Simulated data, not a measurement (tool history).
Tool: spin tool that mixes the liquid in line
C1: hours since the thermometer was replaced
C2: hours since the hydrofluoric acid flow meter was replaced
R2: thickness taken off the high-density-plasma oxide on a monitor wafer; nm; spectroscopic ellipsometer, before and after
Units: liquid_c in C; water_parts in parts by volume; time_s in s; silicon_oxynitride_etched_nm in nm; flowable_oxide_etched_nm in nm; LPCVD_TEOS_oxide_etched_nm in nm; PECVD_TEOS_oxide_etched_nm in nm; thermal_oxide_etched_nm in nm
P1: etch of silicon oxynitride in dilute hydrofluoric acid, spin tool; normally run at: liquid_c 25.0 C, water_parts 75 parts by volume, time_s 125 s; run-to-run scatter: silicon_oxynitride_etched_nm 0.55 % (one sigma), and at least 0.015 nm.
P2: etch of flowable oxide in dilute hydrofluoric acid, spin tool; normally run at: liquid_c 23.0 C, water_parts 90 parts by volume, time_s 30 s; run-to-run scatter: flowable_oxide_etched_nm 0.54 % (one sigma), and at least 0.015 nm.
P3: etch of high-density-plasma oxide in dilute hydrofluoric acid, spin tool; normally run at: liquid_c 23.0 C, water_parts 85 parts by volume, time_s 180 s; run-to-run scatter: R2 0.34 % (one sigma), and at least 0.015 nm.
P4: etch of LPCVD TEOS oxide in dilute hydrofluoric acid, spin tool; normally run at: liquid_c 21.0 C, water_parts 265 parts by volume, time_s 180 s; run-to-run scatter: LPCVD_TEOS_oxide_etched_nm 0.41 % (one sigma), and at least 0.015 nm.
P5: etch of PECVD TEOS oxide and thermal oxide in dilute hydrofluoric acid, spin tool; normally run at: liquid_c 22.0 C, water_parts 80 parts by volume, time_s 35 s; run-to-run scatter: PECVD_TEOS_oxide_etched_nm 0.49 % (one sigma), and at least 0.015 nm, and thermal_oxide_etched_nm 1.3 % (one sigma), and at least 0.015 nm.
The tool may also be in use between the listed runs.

Run 1, hour 4.5: process P1, liquid_c 25.0 C, water_parts 75 parts by volume, time_s 125 s; C1 717.8; C2 99.8. Result: silicon_oxynitride_etched_nm 4.49070 nm.
Run 2, hour 7.3: process P3, liquid_c 23.0 C, water_parts 85 parts by volume, time_s 295 s; C1 720.6; C2 102.6. Result: R2 18.3180 nm.
Run 3, hour 12.2: process P2, liquid_c 23.0 C, water_parts 90 parts by volume, time_s 15 s; C1 725.5; C2 107.5. Result: flowable_oxide_etched_nm 5.9529 nm.
Run 4, hour 15.8: process P1, liquid_c 25.0 C, water_parts 75 parts by volume, time_s 125 s; C1 729.1; C2 111.1. Result: silicon_oxynitride_etched_nm 4.58470 nm.
Run 5, hour 19.2: process P4, liquid_c 27.0 C, water_parts 265 parts by volume, time_s 180 s; C1 732.5; C2 114.5. Result: LPCVD_TEOS_oxide_etched_nm 10.6350 nm.
Run 6, hour 22.0: process P3, liquid_c 23.0 C, water_parts 85 parts by volume, time_s 180 s; C1 735.3; C2 117.3. Result: R2 11.2890 nm.
Run 7, hour 26.7: process P2, liquid_c 23.0 C, water_parts 90 parts by volume, time_s 30 s; C1 740.0; C2 122.0. Result: flowable_oxide_etched_nm 11.9340 nm.
Run 8, hour 31.0: process P5, liquid_c 22.0 C, water_parts 80 parts by volume, time_s 35 s; C1 744.3; C2 126.3. Result: PECVD_TEOS_oxide_etched_nm 8.0316 nm, thermal_oxide_etched_nm 1.96430 nm.
Run 9, hour 35.0: process P1, liquid_c 25.0 C, water_parts 140 parts by volume, time_s 125 s; C1 748.3; C2 130.3. Result: silicon_oxynitride_etched_nm 2.26180 nm.
Run 10, hour 38.9: process P1, liquid_c 25.0 C, water_parts 75 parts by volume, time_s 125 s; C1 752.2; C2 134.2. Result: silicon_oxynitride_etched_nm 4.48380 nm.
Run 11, hour 42.4: process P2, liquid_c 17.0 C, water_parts 90 parts by volume, time_s 30 s; C1 755.7; C2 137.7. Result: flowable_oxide_etched_nm 9.2540 nm.
Run 12, hour 45.5: process P2, liquid_c 23.0 C, water_parts 90 parts by volume, time_s 30 s; C1 758.8; C2 140.8. Result: flowable_oxide_etched_nm 11.9590 nm.
Run 13, hour 49.7: process P4, liquid_c 21.0 C, water_parts 265 parts by volume, time_s 180 s; C1 763.0; C2 145.0. Result: LPCVD_TEOS_oxide_etched_nm 8.5906 nm.
Run 14, hour 54.7: process P2, liquid_c 23.0 C, water_parts 40 parts by volume, time_s 30 s; C1 768.0; C2 150.0. Result: flowable_oxide_etched_nm 28.4350 nm.
Run 15, hour 59.2: process P1, liquid_c 25.0 C, water_parts 75 parts by volume, time_s 125 s; C1 772.5; C2 154.5. Result: silicon_oxynitride_etched_nm 4.50110 nm.
Run 16, hour 63.8: process P1, liquid_c 25.0 C, water_parts 75 parts by volume, time_s 125 s; C1 777.1; C2 159.1. Result: silicon_oxynitride_etched_nm 4.51950 nm.
Run 17, hour 67.2: process P3, liquid_c 17.0 C, water_parts 85 parts by volume, time_s 180 s; C1 780.5; C2 162.5. Result: R2 8.8228 nm.
Run 18, hour 70.2: process P5, liquid_c 27.0 C, water_parts 80 parts by volume, time_s 35 s; C1 783.5; C2 165.5. Result: PECVD_TEOS_oxide_etched_nm 9.8863 nm, thermal_oxide_etched_nm 2.34530 nm.
Run 19, hour 73.7: process P3, liquid_c 23.0 C, water_parts 25 parts by volume, time_s 180 s; C1 787.0; C2 169.0. Result: R2 41.0900 nm.
Run 20, hour 77.9: process P1, liquid_c 25.0 C, water_parts 75 parts by volume, time_s 15 s; C1 791.2; C2 173.2. Result: silicon_oxynitride_etched_nm 0.53309 nm.
At hour 78.6: thermometer replaced.
Run 21, hour 80.3: process P1, liquid_c 25.0 C, water_parts 45 parts by volume, time_s 75 s; C1 1.7; C2 175.6. Result: silicon_oxynitride_etched_nm 4.59100 nm.
Run 22, hour 84.1: process P5, liquid_c 22.0 C, water_parts 45 parts by volume, time_s 35 s; C1 5.5; C2 179.4. Result: PECVD_TEOS_oxide_etched_nm 15.0400 nm, thermal_oxide_etched_nm 3.64620 nm.
Run 23, hour 87.6: process P5, liquid_c 22.0 C, water_parts 80 parts by volume, time_s 15 s; C1 9.0; C2 182.9. Result: PECVD_TEOS_oxide_etched_nm 3.4752 nm, thermal_oxide_etched_nm 0.84077 nm.
Run 24, hour 90.8: process P4, liquid_c 21.0 C, water_parts 265 parts by volume, time_s 345 s; C1 12.2; C2 186.1. Result: LPCVD_TEOS_oxide_etched_nm 16.4440 nm.
Run 25, hour 94.1: process P1, liquid_c 18.0 C, water_parts 75 parts by volume, time_s 125 s; C1 15.5; C2 189.4. Result: silicon_oxynitride_etched_nm 3.20850 nm.
Run 26, hour 98.4: process P5, liquid_c 22.0 C, water_parts 80 parts by volume, time_s 35 s; C1 19.8; C2 193.7. Result: PECVD_TEOS_oxide_etched_nm 8.0889 nm, thermal_oxide_etched_nm 1.98720 nm.
Run 27, hour 101.7: process P4, liquid_c 21.0 C, water_parts 85 parts by volume, time_s 180 s; C1 23.1; C2 197.0. Result: LPCVD_TEOS_oxide_etched_nm 32.1150 nm.
Run 28, hour 104.6: process P1, liquid_c 25.0 C, water_parts 75 parts by volume, time_s 125 s; C1 26.0; C2 199.9. Result: silicon_oxynitride_etched_nm 4.52820 nm.
Run 29, hour 109.6: process P1, liquid_c 25.0 C, water_parts 75 parts by volume, time_s 250 s; C1 31.0; C2 204.9. Result: silicon_oxynitride_etched_nm 9.01410 nm.
Run 30, hour 113.6: process P4, liquid_c 21.0 C, water_parts 265 parts by volume, time_s 180 s; C1 35.0; C2 208.9. Result: LPCVD_TEOS_oxide_etched_nm 8.5671 nm.
Run 31, hour 116.3: process P1, liquid_c 25.0 C, water_parts 20 parts by volume, time_s 125 s; C1 37.7; C2 211.6. Result: silicon_oxynitride_etched_nm 17.75600 nm.
Run 32, hour 120.1: process P1, liquid_c 29.5 C, water_parts 75 parts by volume, time_s 125 s; C1 41.5; C2 215.4. Result: silicon_oxynitride_etched_nm 5.60390 nm.
Run 33, hour 122.4: process P1, liquid_c 25.0 C, water_parts 75 parts by volume, time_s 125 s; C1 43.8; C2 217.7. Result: silicon_oxynitride_etched_nm 4.54530 nm.
Run 34, hour 127.0: process P1, liquid_c 25.0 C, water_parts 75 parts by volume, time_s 125 s; C1 48.4; C2 222.3. Result: silicon_oxynitride_etched_nm 4.68960 nm.
Run 35, hour 131.0: process P1, liquid_c 25.0 C, water_parts 75 parts by volume, time_s 125 s; C1 52.4; C2 226.3. Result: silicon_oxynitride_etched_nm 4.69640 nm.
Run 36, hour 133.6: process P1, liquid_c 25.0 C, water_parts 75 parts by volume, time_s 125 s; C1 55.0; C2 228.9. Result: silicon_oxynitride_etched_nm 4.82680 nm.
Run 37, hour 137.9: process P1, liquid_c 25.0 C, water_parts 75 parts by volume, time_s 125 s; C1 59.3; C2 233.2. Result: silicon_oxynitride_etched_nm 4.81470 nm.
Run 38, hour 142.6: process P1, liquid_c 25.0 C, water_parts 75 parts by volume, time_s 125 s; C1 64.0; C2 237.9. Result: silicon_oxynitride_etched_nm 4.83410 nm.
Run 39, hour 146.3: process P1, liquid_c 25.0 C, water_parts 75 parts by volume, time_s 125 s; C1 67.7; C2 241.6. Result: silicon_oxynitride_etched_nm 4.84520 nm.
Run 40, hour 149.4: process P1, liquid_c 25.0 C, water_parts 75 parts by volume, time_s 125 s; C1 70.8; C2 244.7. Result: silicon_oxynitride_etched_nm 4.88900 nm.
Run 41, hour 153.5: process P1, liquid_c 25.0 C, water_parts 75 parts by volume, time_s 125 s; C1 74.9; C2 248.8. Result: silicon_oxynitride_etched_nm 4.87160 nm.
Run 42, hour 157.5: process P1, liquid_c 25.0 C, water_parts 75 parts by volume, time_s 125 s; C1 78.9; C2 252.8. Result: silicon_oxynitride_etched_nm 4.87910 nm.
Run 43, hour 160.3: process P1, liquid_c 25.0 C, water_parts 75 parts by volume, time_s 125 s; C1 81.7; C2 255.6. Result: silicon_oxynitride_etched_nm 4.88310 nm.
Run 44, hour 164.1: process P1, liquid_c 25.0 C, water_parts 75 parts by volume, time_s 125 s; C1 85.5; C2 259.4. Result: silicon_oxynitride_etched_nm 4.90430 nm.

What P1 gives has crept away from where it was. These 2 causes fit the log equally well, each at the size given:
A: liquid hotter than its thermometer reads (K) = 1.75
B: hydrofluoric acid flow above the setpoint (%) = 8.06
The creep began at about hour 122.4.

4 check runs are offered, one wafer each, their results left as question marks. Which one tells the causes apart?
Run check 1, hour 167.9: process P5, liquid_c 22.0 C, water_parts 55 parts by volume, time_s 15 s. Result: PECVD_TEOS_oxide_etched_nm ?, thermal_oxide_etched_nm ?.
Run check 2, hour 167.9: process P3, liquid_c 19.0 C, water_parts 30 parts by volume, time_s 180 s. Result: R2 ?.
Run check 3, hour 167.9: process P4, liquid_c 25.5 C, water_parts 265 parts by volume, time_s 345 s. Result: LPCVD_TEOS_oxide_etched_nm ?.
Run check 4, hour 167.9: process P2, liquid_c 20.0 C, water_parts 60 parts by volume, time_s 30 s. Result: flowable_oxide_etched_nm ?.

What each check would give under each cause:
  check                      result     if A     if B
check 1  PECVD_TEOS_oxide_etched_nm   5.6007   5.6583
check 1     thermal_oxide_etched_nm  1.36170  1.37570
check 2                          R2  31.0210  31.1680
check 3  LPCVD_TEOS_oxide_etched_nm  20.5290  21.3230
check 4    flowable_oxide_etched_nm  17.5800  17.7500
How far apart the two closest causes lie, in the result that separates them most: check 1 1.02 %; check 2 0.47 %; check 3 3.79 %; check 4 0.96 %
Check 3 tells the causes apart: in the others they would give nearly the same result.

Check 3 was then run and gave: LPCVD_TEOS_oxide_etched_nm 21.4220 nm. Which cause is it?

It is B: hydrofluoric acid flow above the setpoint (%).

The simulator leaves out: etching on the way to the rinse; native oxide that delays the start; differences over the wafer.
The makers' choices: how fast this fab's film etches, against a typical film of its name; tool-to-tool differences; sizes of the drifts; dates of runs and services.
